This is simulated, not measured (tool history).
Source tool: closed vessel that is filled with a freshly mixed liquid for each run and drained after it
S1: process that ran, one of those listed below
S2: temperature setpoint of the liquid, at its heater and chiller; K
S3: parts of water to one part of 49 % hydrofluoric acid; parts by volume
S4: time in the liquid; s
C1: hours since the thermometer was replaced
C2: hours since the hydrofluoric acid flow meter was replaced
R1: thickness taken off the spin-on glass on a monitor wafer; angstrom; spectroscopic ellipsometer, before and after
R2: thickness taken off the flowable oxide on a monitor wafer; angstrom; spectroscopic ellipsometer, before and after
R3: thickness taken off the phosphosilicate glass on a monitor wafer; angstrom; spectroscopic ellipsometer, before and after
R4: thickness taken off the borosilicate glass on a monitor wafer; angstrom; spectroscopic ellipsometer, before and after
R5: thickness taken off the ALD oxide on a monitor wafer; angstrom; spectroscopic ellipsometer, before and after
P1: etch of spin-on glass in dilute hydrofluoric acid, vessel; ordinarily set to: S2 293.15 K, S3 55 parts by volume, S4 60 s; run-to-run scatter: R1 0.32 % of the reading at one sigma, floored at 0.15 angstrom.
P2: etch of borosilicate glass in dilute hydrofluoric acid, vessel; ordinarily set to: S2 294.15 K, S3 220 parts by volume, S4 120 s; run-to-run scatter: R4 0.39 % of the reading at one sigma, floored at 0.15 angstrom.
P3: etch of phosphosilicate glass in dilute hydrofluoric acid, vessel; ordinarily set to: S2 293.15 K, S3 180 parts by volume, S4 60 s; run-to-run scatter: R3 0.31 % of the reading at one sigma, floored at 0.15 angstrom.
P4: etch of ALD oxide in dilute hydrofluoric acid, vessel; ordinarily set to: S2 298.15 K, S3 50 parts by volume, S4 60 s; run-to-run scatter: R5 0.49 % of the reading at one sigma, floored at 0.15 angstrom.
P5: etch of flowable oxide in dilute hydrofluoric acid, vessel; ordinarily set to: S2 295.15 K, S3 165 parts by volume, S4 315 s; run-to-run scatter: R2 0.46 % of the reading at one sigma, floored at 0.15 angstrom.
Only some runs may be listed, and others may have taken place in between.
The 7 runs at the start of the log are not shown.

run	hour	S1	S2	S3	S4	C1	C2	R1	R2	R3	R4	R5
8	59.0	P1	290.15	80	60	293.4	262.4	230.87				
9	68.8	P1	300.15	25	60	303.2	272.2	1211.90				
10	76.2	P1	293.15	55	60	310.6	279.6	394.15				
11	82.6	P1	300.65	55	30	317.0	286.0	269.26				
12	88.6	P3	293.15	180	60	323.0	292.0			248.81		
13	95.8	P5	295.15	165	600	330.2	299.2		882.18			
14	103.8	P5	295.15	165	315	338.2	307.2		465.57			
15	109.2	P5	290.15	165	315	343.6	312.6		385.04			
16	114.5	P2	294.15	220	220	348.9	317.9				280.740	
17	124.1	P1	293.15	55	60	358.5	327.5	392.58				
18	130.5	P2	298.65	220	120	364.9	333.9				179.950	
19	135.2	P1	293.15	100	60	369.6	338.6	206.60				
20	139.8	P4	304.15	50	60	374.2	343.2					252.39
21	149.2	P3	293.15	180	30	383.6	352.6			123.80		
22	158.0	P1	293.15	55	110	392.4	361.4	726.04				
23	167.3	P3	293.15	50	60	401.7	370.7			1025.60		
24	175.3	P2	294.15	385	120	409.7	378.7				75.486	

For run 25, what comes out?
25	183.1	P3	290.15	180	60	417.5	386.5			?		

{"run 25": {"R3": 221.25}}
